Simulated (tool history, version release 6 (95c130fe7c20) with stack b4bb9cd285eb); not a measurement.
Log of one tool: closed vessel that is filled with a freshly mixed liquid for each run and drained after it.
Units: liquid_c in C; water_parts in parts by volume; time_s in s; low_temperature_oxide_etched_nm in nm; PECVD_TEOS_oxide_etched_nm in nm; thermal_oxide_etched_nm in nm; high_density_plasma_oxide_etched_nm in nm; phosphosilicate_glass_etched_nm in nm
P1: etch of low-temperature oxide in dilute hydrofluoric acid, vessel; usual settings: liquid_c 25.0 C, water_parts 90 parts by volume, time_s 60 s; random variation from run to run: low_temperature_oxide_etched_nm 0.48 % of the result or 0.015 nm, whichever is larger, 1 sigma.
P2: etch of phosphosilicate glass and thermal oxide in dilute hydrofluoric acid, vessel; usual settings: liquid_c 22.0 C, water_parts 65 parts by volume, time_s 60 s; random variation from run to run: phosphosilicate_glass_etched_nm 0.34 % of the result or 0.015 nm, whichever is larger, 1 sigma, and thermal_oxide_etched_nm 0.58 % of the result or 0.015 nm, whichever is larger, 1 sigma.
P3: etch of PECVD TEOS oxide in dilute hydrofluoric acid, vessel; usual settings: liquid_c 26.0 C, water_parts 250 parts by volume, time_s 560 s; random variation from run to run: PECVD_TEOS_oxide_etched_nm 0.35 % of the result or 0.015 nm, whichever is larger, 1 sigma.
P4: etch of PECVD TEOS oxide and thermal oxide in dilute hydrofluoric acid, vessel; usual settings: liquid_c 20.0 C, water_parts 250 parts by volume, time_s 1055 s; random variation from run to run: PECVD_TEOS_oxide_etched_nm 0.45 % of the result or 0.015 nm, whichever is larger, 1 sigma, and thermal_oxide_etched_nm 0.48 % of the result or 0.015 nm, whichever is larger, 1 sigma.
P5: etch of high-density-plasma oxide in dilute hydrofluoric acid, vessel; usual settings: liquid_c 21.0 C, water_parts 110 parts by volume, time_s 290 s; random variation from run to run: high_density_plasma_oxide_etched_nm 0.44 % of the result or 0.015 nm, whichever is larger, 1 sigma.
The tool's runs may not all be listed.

run,day,process,liquid_c,water_parts,time_s,low_temperature_oxide_etched_nm,PECVD_TEOS_oxide_etched_nm,thermal_oxide_etched_nm,high_density_plasma_oxide_etched_nm,phosphosilicate_glass_etched_nm
1,0.304,P1,25.0,90,60,20.887,,,,
2,0.612,P4,20.0,250,1855,,45.888,26.0800,,
3,0.942,P3,18.5,250,560,,43.122,,,
4,1.404,P5,21.0,35,290,,,,42.860,
5,1.808,P5,21.0,110,565,,,,24.331,
6,2.271,P1,25.0,155,60,11.240,,,,
7,2.617,P5,27.0,110,290,,,,15.838,
8,2.838,P4,20.0,250,1055,,26.210,14.7990,,
9,3.238,P3,26.0,250,560,,57.155,,,
10,3.471,P3,26.0,250,560,,57.306,,,
11,3.858,P1,25.0,90,105,35.968,,,,
12,4.200,P5,21.0,110,290,,,,12.475,
13,4.446,P1,17.5,90,60,15.367,,,,
14,4.896,P2,29.5,65,60,,,5.8476,,70.728
15,5.367,P2,22.0,65,60,,,4.3198,,51.964
16,5.646,P1,25.0,20,60,102.890,,,,
17,6.088,P1,25.0,90,60,20.849,,,,
18,6.433,P1,25.0,90,60,20.796,,,,
19,6.700,P3,26.0,250,235,,23.831,,,
20,6.962,P4,20.0,450,1055,,12.272,6.8722,,
21,7.417,P2,22.0,40,60,,,7.3553,,87.905
22,7.892,P1,25.0,90,60,20.843,,,,
23,8.329,P1,32.5,90,60,27.709,,,,
24,8.758,P1,25.0,90,60,20.799,,,,
25,8.967,P1,25.0,90,60,20.752,,,,
26,9.317,P4,27.0,250,1055,,33.790,18.9440,,
27,9.588,P3,26.0,45,560,,405.410,,,
28,9.812,P1,25.0,90,30,10.346,,,,
29,10.038,P1,30.5,90,95,40.862,,,,
30,10.496,P5,21.0,110,290,,,,12.560,
31,10.892,P2,22.0,65,115,,,8.3069,,101.130
32,11.104,P1,25.0,90,60,20.737,,,,
33,11.362,P1,25.0,90,60,21.385,,,,
34,11.812,P1,25.0,90,60,22.093,,,,
35,12.283,P1,25.0,90,60,22.509,,,,
36,12.717,P1,25.0,90,60,22.601,,,,
37,13.000,P1,25.0,90,60,22.686,,,,
38,13.271,P1,25.0,90,60,22.740,,,,

What P1 gives has crept away from where it was. These 2 causes fit the log equally well, each at the size given:
A: liquid hotter than its thermometer reads (K) = 2.15
B: hydrofluoric acid flow above the setpoint (%) = 7.86
The creep began at about day 11.104.

4 check runs are offered, each on 2 wafers whose results are averaged, their results left as question marks. Which one tells the causes apart?
check 1,13.542,P5,24.0,110,290,,,,?,
check 2,13.542,P3,26.0,75,560,,?,,,
check 3,13.542,P4,20.0,450,1055,,?,?,,
check 4,13.542,P2,26.5,65,60,,,?,,?

What each check would give under each cause:
check,result,if A,if B
check 1,high_density_plasma_oxide_etched_nm,15.341,15.368
check 2,PECVD_TEOS_oxide_etched_nm,254.220,253.850
check 3,PECVD_TEOS_oxide_etched_nm,13.188,13.595
check 3,thermal_oxide_etched_nm,7.4068,7.6354
check 4,thermal_oxide_etched_nm,5.6764,5.6617
check 4,phosphosilicate_glass_etched_nm,68.507,68.328
How far apart the two closest causes lie, in the result that separates them most: check 1 0.17 %; check 2 0.14 %; check 3 3.04 %; check 4 0.26 %
Check 3 tells the causes apart: in the others they would give nearly the same result.

Then check 3 was run and gave: PECVD_TEOS_oxide_etched_nm 13.207 nm; thermal_oxide_etched_nm 7.4165 nm. Which cause is it?

It is A: liquid hotter than its thermometer reads (K).
